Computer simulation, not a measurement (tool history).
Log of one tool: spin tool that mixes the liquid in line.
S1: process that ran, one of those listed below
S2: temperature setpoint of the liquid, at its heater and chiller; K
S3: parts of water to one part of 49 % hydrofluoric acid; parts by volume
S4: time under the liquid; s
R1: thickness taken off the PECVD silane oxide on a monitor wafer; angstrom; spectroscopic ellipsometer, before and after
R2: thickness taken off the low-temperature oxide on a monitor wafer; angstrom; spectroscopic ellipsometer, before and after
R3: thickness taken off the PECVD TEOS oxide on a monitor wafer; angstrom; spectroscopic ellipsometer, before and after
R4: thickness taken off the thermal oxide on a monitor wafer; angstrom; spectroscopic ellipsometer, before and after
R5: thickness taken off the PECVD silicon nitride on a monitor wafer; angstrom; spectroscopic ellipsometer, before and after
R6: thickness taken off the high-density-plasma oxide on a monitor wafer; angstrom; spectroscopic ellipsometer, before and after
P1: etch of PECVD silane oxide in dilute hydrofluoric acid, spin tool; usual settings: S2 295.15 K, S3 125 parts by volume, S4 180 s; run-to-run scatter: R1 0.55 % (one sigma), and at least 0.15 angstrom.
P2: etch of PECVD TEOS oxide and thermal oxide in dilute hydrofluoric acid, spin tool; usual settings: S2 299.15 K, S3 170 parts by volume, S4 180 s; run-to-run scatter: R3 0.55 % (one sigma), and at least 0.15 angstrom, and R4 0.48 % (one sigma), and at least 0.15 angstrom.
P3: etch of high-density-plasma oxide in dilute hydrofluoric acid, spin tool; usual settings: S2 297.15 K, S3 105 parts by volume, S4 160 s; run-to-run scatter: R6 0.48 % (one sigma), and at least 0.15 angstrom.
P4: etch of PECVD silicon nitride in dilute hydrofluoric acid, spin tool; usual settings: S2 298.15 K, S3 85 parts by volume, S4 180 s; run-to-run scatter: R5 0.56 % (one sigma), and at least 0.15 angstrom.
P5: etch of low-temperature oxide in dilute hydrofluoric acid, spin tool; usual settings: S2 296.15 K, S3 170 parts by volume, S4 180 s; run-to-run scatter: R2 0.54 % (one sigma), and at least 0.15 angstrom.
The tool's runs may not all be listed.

run     day  S1      S2   S3   S4      R1      R2      R3      R4      R5      R6
  1   0.383  P1  295.15  125  180  191.19
  2   0.792  P1  295.15   40   70  255.78
  3   1.196  P5  296.15  170   15          8.0248
  4   1.846  P2  299.15  265  180                  171.01      27
  5   2.479  P1  302.65  125  180  252.63
  6   2.838  P4  298.15  130  180                                   73.94
  7   3.262  P1  295.15  125  335  352.38
  8   3.917  P5  296.15  170  180          98.027
  9   4.229  P1  295.15  125  180  190.69
 10   4.738  P1  295.15   35  305  1285.3
 11    5.25  P1  295.15  125  180  190.49
 12   5.567  P1  299.65  125  260  324.82
 13   6.158  P1  295.15  125  180  192.12
 14   6.475  P3  297.15  105  160                                          107.38
 15     6.8  P3  297.15  105   35                                          23.064
 16   7.279  P5  290.15  170  180          78.009
 17   7.608  P1  295.15   65  180  394.07
 18   7.925  P1  295.15  125  180  188.68
 19   8.496  P3  297.15  175  160                                          59.855
 20   8.821  P4  293.15   85  180                                  80.394
 21   9.262  P3  291.15  105  160                                          84.222
 22   9.888  P1  291.65  125  180  165.02
 23  10.358  P4  298.15   85  180                                  113.03
 24  10.867  P1  295.15  125   65  68.801
 25  11.533  P4  298.15   85  180                                  113.03
 26  11.962  P2  299.15  170  180                   293.6  46.898
 27  12.267  P5  296.15  295  180          50.022
 28  12.888  P4  298.15   85   80                                  49.875
 29  13.396  P2  307.15  170  180                  391.85  61.129
 30  13.879  P2  299.15  170  325                  530.62  84.119
 31   14.35  P5  296.15  170  180          99.072
 32  14.658  P1  295.15  125  180  191.77
 33  14.979  P2  299.15  170  180                  291.19  46.526
 34  15.375  P1  295.15  180  180   125.4
 35   15.85  P1  295.15  125  180  190.19
 36  16.521  P1  295.15  125  180  196.57
 37  16.829  P1  295.15  125  180  199.11
 38  17.279  P1  295.15  125  180  202.52
 39  17.833  P1  295.15  125  180  203.75
 40  18.479  P1  295.15  125  180  206.36
 41  19.021  P1  295.15  125  180   206.5
 42  19.683  P1  295.15  125  180  207.54
 43  20.308  P1  295.15  125  180  207.18
 44  20.679  P1  295.15  125  180  207.36
 45  21.133  P1  295.15  125  180  209.51
 46  21.462  P1  295.15  125  180  209.49

What P1 gives has crept away from where it was. These 2 causes fit the log equally well, each at the size given:
A: hydrofluoric acid flow above the setpoint (%) = 8.2
B: liquid hotter than its thermometer reads (K) = 2.29
The creep began at about day 15.85.

4 check runs are offered, one wafer each, their results left as question marks. Which one tells the causes apart?
check 1  21.792  P2  299.15  170  180           ?   ?
check 2  21.792  P4  298.15   85  180                   ?
check 3  21.792  P3  297.15  105  160                       ?
check 4  21.792  P5  296.15  170  180       ?

What each check would give under each cause:
  check  result    if A    if B
check 1      R3  322.76  319.42
check 1      R4  51.166  50.636
check 2      R5  121.72  130.74
check 3      R6  116.93  117.03
check 4      R2  108.19  107.47
How far apart the two closest causes lie, in the result that separates them most: check 1 1.04 %; check 2 7.15 %; check 3 0.08 %; check 4 0.67 %
Only check 2 tells the causes apart: in the others they would give nearly the same result.

Then check 2 was run and gave: R5 121.98 angstrom. Which cause is it?

It is A: hydrofluoric acid flow above the setpoint (%).

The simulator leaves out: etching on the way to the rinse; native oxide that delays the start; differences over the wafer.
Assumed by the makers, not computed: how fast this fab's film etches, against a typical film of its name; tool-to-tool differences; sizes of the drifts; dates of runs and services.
